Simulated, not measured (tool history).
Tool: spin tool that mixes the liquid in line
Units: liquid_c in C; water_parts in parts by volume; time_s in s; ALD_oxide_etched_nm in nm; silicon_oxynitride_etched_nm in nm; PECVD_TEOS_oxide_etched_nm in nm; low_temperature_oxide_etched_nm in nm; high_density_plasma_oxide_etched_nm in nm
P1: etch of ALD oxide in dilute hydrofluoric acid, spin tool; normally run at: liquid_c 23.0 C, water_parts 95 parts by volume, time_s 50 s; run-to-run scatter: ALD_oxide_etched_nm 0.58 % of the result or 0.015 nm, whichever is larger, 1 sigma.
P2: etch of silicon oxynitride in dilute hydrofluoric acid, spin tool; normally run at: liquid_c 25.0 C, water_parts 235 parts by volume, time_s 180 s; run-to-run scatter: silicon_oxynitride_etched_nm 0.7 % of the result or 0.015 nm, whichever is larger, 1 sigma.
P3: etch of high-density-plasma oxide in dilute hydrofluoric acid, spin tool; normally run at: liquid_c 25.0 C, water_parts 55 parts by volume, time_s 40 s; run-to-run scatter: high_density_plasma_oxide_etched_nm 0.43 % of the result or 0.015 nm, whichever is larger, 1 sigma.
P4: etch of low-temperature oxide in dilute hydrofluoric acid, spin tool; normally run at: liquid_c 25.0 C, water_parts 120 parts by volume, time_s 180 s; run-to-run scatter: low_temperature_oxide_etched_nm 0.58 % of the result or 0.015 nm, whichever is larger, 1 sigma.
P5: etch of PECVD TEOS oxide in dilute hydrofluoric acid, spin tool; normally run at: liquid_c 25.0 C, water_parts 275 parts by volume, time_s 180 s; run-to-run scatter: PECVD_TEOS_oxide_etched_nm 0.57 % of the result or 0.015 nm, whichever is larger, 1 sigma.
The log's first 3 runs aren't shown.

run	hour	process	liquid_c	water_parts	time_s	hours since the thermometer was replaced	hours since the hydrofluoric acid flow meter was replaced	ALD_oxide_etched_nm	silicon_oxynitride_etched_nm	PECVD_TEOS_oxide_etched_nm	low_temperature_oxide_etched_nm	high_density_plasma_oxide_etched_nm
4	50.1	P5	25.0	500	180	502.1	921.0			5.4698		
5	65.9	P1	23.0	95	50	517.9	936.8	5.0573				
6	76.3	P4	25.0	190	180	528.3	947.2				10.060	
7	89.1	P1	23.0	95	50	541.1	960.0	5.1020				
8	104.2	P4	25.0	120	180	556.2	975.1				17.142	
9	111.3	P1	30.0	95	50	563.3	982.2	6.6253				
10	124.9	P1	19.5	95	50	576.9	995.8	4.3926				
11	137.4	P3	33.5	55	40	589.4	1008.3					11.7980
12	146.2	P5	25.0	275	360	598.2	1017.1			24.5720		
13	157.2	P2	25.0	235	180	609.2	1028.1		3.45870			
14	171.2	P4	25.0	120	345	623.2	1042.1				32.924	
15	178.4	P5	25.0	275	180	630.4	1049.3			12.1280		
16	190.1	P2	25.0	235	180	642.1	1061.0		3.48540			
17	202.4	P3	25.0	55	75	654.4	1073.3					15.8590
18	215.0	P1	17.0	95	25	667.0	1085.9	2.0053				
19	228.0	P1	17.0	135	50	680.0	1098.9	2.6988				
20	239.9	P4	17.0	120	180	691.9	1110.8				12.629	
21	252.3	P1	23.0	95	100	704.3	1123.2	10.1780				
22	262.5	P3	25.0	80	40	714.5	1133.4					5.6125
23	274.0	P2	25.0	235	30	726.0	1144.9		0.58107			

The next listed run, before its measurement:
24	289.4	P1	23.0	155	50	741.4	1160.3	?				

{"run 24": {"ALD_oxide_etched_nm": 2.9225}}
